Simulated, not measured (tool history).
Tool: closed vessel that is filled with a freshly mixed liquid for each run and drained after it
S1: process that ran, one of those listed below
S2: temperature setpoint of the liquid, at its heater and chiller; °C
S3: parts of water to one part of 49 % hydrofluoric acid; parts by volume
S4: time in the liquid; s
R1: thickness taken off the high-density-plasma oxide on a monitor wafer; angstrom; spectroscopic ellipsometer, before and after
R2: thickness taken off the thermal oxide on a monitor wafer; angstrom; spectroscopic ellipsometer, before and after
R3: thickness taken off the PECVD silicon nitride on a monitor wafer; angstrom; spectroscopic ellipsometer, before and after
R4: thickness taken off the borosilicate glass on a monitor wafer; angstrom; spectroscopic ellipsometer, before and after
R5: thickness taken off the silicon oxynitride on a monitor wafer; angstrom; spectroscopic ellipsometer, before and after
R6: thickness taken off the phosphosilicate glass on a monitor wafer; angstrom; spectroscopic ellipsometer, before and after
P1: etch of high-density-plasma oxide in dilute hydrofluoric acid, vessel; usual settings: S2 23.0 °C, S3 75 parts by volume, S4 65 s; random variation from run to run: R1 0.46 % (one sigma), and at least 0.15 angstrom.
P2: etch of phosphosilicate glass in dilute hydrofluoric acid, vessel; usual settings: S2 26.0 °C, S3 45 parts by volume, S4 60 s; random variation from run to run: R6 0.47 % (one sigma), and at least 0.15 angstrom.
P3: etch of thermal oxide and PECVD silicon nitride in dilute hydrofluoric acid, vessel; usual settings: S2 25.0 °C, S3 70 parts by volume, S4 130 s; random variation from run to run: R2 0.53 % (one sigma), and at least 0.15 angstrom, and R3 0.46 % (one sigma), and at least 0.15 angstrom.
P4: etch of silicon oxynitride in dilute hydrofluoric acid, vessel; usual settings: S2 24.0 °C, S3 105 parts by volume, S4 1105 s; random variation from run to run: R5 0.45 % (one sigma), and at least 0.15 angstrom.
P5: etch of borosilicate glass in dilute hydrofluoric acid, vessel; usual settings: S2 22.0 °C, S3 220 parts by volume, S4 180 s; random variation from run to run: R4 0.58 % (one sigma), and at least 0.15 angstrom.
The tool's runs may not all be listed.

run   hour  S1    S2   S3    S4       R1      R2      R3       R4      R5       R6
  1    6.9  P1  23.0   75    65   43.674
  2   15.2  P3  25.0   70    30           22.567  10.829
  3   21.6  P5  22.0  355   180                            75.862
  4   31.5  P4  24.0  105  1105                                    484.50
  5   41.4  P1  17.0   20    65  136.380
  6   46.0  P1  23.0   75    65   43.612
  7   53.5  P5  22.0  220   270                           209.650
  8   58.3  P1  23.0   75    65   43.751
  9   67.9  P4  24.0  105   295                                    130.46
 10   76.6  P1  23.0   75    65   43.828
 11   84.0  P1  23.0   35    65   98.431
 12   88.7  P1  23.0   75    30   20.051
 13   96.9  P3  25.0   70   130           96.278  48.342
 14  103.8  P1  23.0   75    65   44.127
 15  111.7  P2  22.0   45    60                                            1568.30
 16  118.3  P1  23.0  130    65   23.665
 17  125.9  P2  26.0   45    60                                            1858.40
 18  132.6  P1  23.0   75    65   43.848
 19  138.0  P4  24.0  145  1105                                    341.78
 20  144.1  P5  22.0  220   180                           139.730
 21  151.2  P1  23.0   75    95   63.342
 22  158.1  P3  25.0   70   130           96.855  47.993
 23  166.3  P3  25.0  100   130           65.100  33.491
     170.7  -- hydrofluoric acid flow meter replaced
 24  172.4  P2  26.0   45    30                                             927.92
 25  179.6  P4  18.5  105  1105                                    373.64
 26  186.2  P3  20.0   70   130           78.872  34.627
 27  194.5  P1  28.5   75    65   54.738
 28  200.6  P1  17.0   75    40   21.010
 29  209.5  P5  27.0  220   180                           169.580
 30  216.2  P1  17.0   75    65   34.100
 31  224.5  P1  23.0  125    30   11.240
 32  233.8  P1  23.0   75    65   43.910
 33  239.2  P2  26.0   20    60                                            4320.90
 34  246.6  P1  23.0   75    65   43.793
 35  252.0  P1  23.0   75    65   44.762
 36  257.3  P1  23.0   75    65   45.167
 37  264.6  P1  23.0   75    65   45.696
 38  269.6  P1  23.0   75    65   45.612
 39  274.6  P1  23.0   75    65   45.806
 40  280.2  P1  23.0   75    65   45.984
 41  286.5  P1  23.0   75    65   45.981
 42  292.7  P1  23.0   75    65   46.045

What P1 gives has crept away from where it was. These 2 causes fit the log equally well, each at the size given:
A: hydrofluoric acid flow above the setpoint (%) = 5.23
B: liquid hotter than its thermometer reads (K) = 1.38
The creep began at about hour 246.6.

4 check runs are offered, one wafer each, their results left as question marks. Which one tells the causes apart?
check 1  298.9  P4  24.0  105  1105                   ?
check 2  298.9  P5  22.0  220   180               ?
check 3  298.9  P3  25.0   70   130       ?   ?
check 4  298.9  P2  26.0   45    60                       ?

What each check would give under each cause:
  check  result     if A     if B
check 1      R5   513.11   517.89
check 2      R4  149.540  147.910
check 3      R2  102.400  102.360
check 3      R3   50.403   52.499
check 4      R6  1958.70  1961.90
How far apart the two closest causes lie, in the result that separates them most: check 1 0.93 %; check 2 1.09 %; check 3 4.07 %; check 4 0.16 %
Only check 3 tells the causes apart: in the others they would give nearly the same result.

Then check 3 was run and gave: R2 103.080 angstrom; R3 52.767 angstrom. Which cause is it?

It is B: liquid hotter than its thermometer reads (K).

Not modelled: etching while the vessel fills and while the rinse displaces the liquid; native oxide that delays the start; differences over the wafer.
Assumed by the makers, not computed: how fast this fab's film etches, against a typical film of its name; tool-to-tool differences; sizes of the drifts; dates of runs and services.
